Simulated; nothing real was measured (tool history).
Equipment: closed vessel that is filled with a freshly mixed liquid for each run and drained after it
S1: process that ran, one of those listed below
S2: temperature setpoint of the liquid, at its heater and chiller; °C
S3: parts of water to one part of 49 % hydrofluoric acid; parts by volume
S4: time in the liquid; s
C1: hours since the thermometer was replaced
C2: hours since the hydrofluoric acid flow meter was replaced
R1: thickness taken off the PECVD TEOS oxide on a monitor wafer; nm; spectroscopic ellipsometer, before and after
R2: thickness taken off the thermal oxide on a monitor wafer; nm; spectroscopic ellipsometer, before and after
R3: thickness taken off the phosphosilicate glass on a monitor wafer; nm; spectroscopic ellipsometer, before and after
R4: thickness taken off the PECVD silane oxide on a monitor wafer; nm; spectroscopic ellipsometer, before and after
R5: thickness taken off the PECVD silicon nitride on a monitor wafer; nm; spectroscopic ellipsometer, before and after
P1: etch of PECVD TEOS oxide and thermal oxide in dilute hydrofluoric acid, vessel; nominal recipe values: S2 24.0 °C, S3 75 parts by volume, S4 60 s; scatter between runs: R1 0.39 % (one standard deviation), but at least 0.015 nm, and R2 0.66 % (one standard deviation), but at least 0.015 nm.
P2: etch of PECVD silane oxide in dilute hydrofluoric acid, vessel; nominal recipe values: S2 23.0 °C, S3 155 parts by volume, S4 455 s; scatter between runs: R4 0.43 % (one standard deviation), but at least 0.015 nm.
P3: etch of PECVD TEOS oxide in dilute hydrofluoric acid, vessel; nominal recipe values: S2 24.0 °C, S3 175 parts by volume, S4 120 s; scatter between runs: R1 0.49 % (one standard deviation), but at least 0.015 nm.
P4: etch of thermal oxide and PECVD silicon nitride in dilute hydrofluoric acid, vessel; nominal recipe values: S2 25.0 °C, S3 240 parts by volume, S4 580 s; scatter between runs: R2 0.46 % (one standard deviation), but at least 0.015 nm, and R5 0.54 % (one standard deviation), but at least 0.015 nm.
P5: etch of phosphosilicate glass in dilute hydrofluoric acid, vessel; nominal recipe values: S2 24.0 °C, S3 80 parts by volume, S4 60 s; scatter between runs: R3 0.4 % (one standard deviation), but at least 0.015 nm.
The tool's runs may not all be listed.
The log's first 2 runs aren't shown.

Run 3, hour 41.9: S1 P5, S2 24.0 °C, S3 80 parts by volume, S4 30 s; C1 1964.2; C2 1395.5. Result: R3 23.025 nm.
Run 4, hour 50.9: S1 P2, S2 23.0 °C, S3 70 parts by volume, S4 455 s; C1 1973.2; C2 1404.5. Result: R4 101.590 nm.
Run 5, hour 58.9: S1 P3, S2 24.0 °C, S3 110 parts by volume, S4 120 s; C1 1981.2; C2 1412.5. Result: R1 16.4870 nm.
Run 6, hour 75.1: S1 P3, S2 24.0 °C, S3 175 parts by volume, S4 120 s; C1 1997.4; C2 1428.7. Result: R1 9.4886 nm.
Run 7, hour 89.9: S1 P1, S2 24.0 °C, S3 130 parts by volume, S4 30 s; C1 2012.2; C2 1443.5. Result: R1 5.4182 nm, R2 1.0179 nm.
Run 8, hour 98.3: S1 P1, S2 28.5 °C, S3 75 parts by volume, S4 60 s; C1 2020.6; C2 1451.9. Result: R1 24.0010 nm, R2 4.5116 nm.
Run 9, hour 114.4: S1 P1, S2 24.0 °C, S3 75 parts by volume, S4 60 s; C1 2036.7; C2 1468.0. Result: R1 19.8820 nm, R2 3.7347 nm.
Run 10, hour 122.5: S1 P4, S2 25.0 °C, S3 240 parts by volume, S4 580 s; C1 2044.8; C2 1476.1. Result: R2 10.0170 nm, R5 14.9070 nm.
At hour 122.9: thermometer replaced.
Run 11, hour 134.6: S1 P2, S2 23.0 °C, S3 155 parts by volume, S4 150 s; C1 11.7; C2 1488.2. Result: R4 13.686 nm.
Run 12, hour 146.5: S1 P1, S2 24.0 °C, S3 75 parts by volume, S4 115 s; C1 23.6; C2 1500.1. Result: R1 38.2790 nm, R2 7.2024 nm.
Run 13, hour 160.9: S1 P5, S2 24.0 °C, S3 80 parts by volume, S4 60 s; C1 38.0; C2 1514.5. Result: R3 46.460 nm.
Run 14, hour 175.9: S1 P4, S2 25.0 °C, S3 340 parts by volume, S4 580 s; C1 53.0; C2 1529.5. Result: R2 6.3946 nm, R5 10.4590 nm.
Run 15, hour 192.5: S1 P1, S2 19.5 °C, S3 75 parts by volume, S4 60 s; C1 69.6; C2 1546.1. Result: R1 16.6360 nm, R2 3.0694 nm.
Run 16, hour 208.0: S1 P4, S2 25.0 °C, S3 240 parts by volume, S4 60 s; C1 85.1; C2 1561.6. Result: R2 1.0419 nm, R5 1.5524 nm.
Run 17, hour 219.6: S1 P2, S2 29.5 °C, S3 155 parts by volume, S4 455 s; C1 96.7; C2 1573.2. Result: R4 52.926 nm.
Run 18, hour 230.6: S1 P1, S2 24.0 °C, S3 75 parts by volume, S4 60 s; C1 107.7; C2 1584.2. Result: R1 19.9030 nm, R2 3.7318 nm.
Run 19, hour 245.2: S1 P1, S2 24.0 °C, S3 25 parts by volume, S4 60 s; C1 122.3; C2 1598.8. Result: R1 63.6880 nm, R2 11.9330 nm.
Run 20, hour 253.2: S1 P3, S2 19.5 °C, S3 175 parts by volume, S4 120 s; C1 130.3; C2 1606.8. Result: R1 8.0310 nm.
Run 21, hour 262.3: S1 P4, S2 25.0 °C, S3 240 parts by volume, S4 580 s; C1 139.4; C2 1615.9. Result: R2 9.9508 nm, R5 14.7050 nm.

For run 22, what comes out?
At hour 266.9: hydrofluoric acid flow meter replaced.
Run 22, hour 279.2: S1 P1, S2 24.0 °C, S3 75 parts by volume, S4 35 s; C1 156.3; C2 12.3. Result: R1 ?, R2 ?.

R1: 11.5560 nm
R2: 2.1975 nm

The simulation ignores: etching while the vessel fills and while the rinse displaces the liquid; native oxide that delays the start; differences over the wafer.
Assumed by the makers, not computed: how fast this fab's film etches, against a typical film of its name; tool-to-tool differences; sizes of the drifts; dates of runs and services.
